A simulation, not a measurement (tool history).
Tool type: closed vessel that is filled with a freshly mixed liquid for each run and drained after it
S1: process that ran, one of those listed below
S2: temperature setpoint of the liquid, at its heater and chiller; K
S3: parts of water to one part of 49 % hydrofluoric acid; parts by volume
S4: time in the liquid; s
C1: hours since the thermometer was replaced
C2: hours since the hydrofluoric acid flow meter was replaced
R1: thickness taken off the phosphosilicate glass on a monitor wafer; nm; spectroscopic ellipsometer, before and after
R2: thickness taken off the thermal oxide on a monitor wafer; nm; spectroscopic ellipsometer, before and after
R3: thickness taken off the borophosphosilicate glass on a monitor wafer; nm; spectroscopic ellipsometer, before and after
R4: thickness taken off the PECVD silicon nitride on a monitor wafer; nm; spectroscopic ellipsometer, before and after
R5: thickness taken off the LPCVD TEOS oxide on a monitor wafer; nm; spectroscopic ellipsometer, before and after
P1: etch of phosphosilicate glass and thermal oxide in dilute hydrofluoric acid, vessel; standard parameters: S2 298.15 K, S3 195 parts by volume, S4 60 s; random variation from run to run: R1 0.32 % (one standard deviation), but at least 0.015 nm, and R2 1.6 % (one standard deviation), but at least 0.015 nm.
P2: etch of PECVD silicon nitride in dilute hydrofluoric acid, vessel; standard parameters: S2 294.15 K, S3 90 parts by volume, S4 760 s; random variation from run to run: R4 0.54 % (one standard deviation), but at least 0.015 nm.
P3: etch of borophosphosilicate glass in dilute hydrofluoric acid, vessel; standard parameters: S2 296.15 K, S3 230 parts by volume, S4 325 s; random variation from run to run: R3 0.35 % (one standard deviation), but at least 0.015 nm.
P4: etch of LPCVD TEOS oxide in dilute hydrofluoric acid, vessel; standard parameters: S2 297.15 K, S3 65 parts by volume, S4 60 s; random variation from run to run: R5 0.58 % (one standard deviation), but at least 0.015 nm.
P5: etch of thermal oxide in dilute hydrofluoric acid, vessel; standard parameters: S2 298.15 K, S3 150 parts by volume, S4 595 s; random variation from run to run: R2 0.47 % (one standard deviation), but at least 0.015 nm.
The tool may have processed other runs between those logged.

run,hour,S1,S2,S3,S4,C1,C2,R1,R2,R3,R4,R5
1,7.5,P1,298.15,195,60,420.6,284.2,17.413,1.4253,,,
2,15,P1,298.15,195,30,428.1,291.7,8.6887,0.7019,,,
3,23.1,P1,292.65,195,60,436.2,299.8,14.153,1.1696,,,
4,31,P3,290.15,230,325,444.1,307.7,,,27.228,,
# hour 35.2: hydrofluoric acid flow meter replaced
5,35.6,P2,294.15,90,1405,448.7,0.4,,,,73.448,
6,43.4,P4,301.15,65,60,456.5,8.2,,,,,30.697
7,47.4,P5,298.15,150,595,460.5,12.2,,16.635,,,
8,55.4,P5,298.15,150,595,468.5,20.2,,16.602,,,
9,62,P2,294.15,150,760,475.1,26.8,,,,24.205,
10,69.7,P4,297.15,65,115,482.8,34.5,,,,,49.914
11,75.1,P5,298.15,205,595,488.2,39.9,,11.363,,,
12,80,P5,303.65,150,595,493.1,44.8,,20.447,,,
13,85.9,P4,297.15,65,60,499,50.7,,,,,26.113
14,91.2,P4,297.15,105,60,504.3,56,,,,,15.363
15,99.2,P3,296.15,230,325,512.3,64,,,34.16,,
16,103.6,P3,296.15,230,325,516.7,68.4,,,34.193,,
17,108.8,P1,298.15,195,60,521.9,73.6,17.29,1.4438,,,
18,114.9,P1,298.15,195,105,528,79.7,30.587,2.4684,,,
19,123.1,P1,298.15,195,60,536.2,87.9,17.378,1.432,,,
20,129.3,P5,298.15,150,30,542.4,94.1,,0.82176,,,
21,135.5,P1,298.15,350,60,548.6,100.3,8.3645,0.68567,,,
22,139.9,P1,298.15,115,30,553,104.7,16.142,1.31,,,
23,143.8,P3,296.15,230,555,556.9,108.6,,,58.406,,
24,152.1,P2,302.15,90,760,565.2,116.9,,,,67.347,
25,159.1,P1,298.15,195,60,572.2,123.9,17.432,1.4195,,,
26,164.4,P2,294.15,90,760,577.5,129.2,,,,39.544,
27,172.5,P3,296.15,330,325,585.6,137.3,,,21.759,,
28,178.7,P1,298.15,195,60,591.8,143.5,17.507,1.398,,,
29,184.7,P1,305.65,195,60,597.8,149.5,22.807,1.8708,,,
30,192.7,P1,298.15,60,60,605.8,157.5,66.723,5.3885,,,
31,199.8,P1,290.15,195,90,612.9,164.6,19.37,1.5681,,,
32,206.6,P1,298.15,195,60,619.7,171.4,17.422,1.4507,,,
33,210.7,P1,298.15,195,60,623.8,175.5,17.727,1.4469,,,
34,218.9,P1,298.15,195,60,632,183.7,18.156,1.5005,,,
35,224.3,P1,298.15,195,60,637.4,189.1,18.295,1.5045,,,
36,229.3,P1,298.15,195,60,642.4,194.1,18.424,1.4748,,,
37,236.2,P1,298.15,195,60,649.3,201,18.611,1.5193,,,
38,241,P1,298.15,195,60,654.1,205.8,18.658,1.4751,,,
39,245,P1,298.15,195,60,658.1,209.8,18.573,1.5046,,,
40,251.2,P1,298.15,195,60,664.3,216,18.584,1.5239,,,

For run 41, what comes out?
41,258.4,P1,298.15,195,60,671.5,223.2,?,?,,,

Run 41 measured R1 18.777 nm, R2 1.5141 nm.
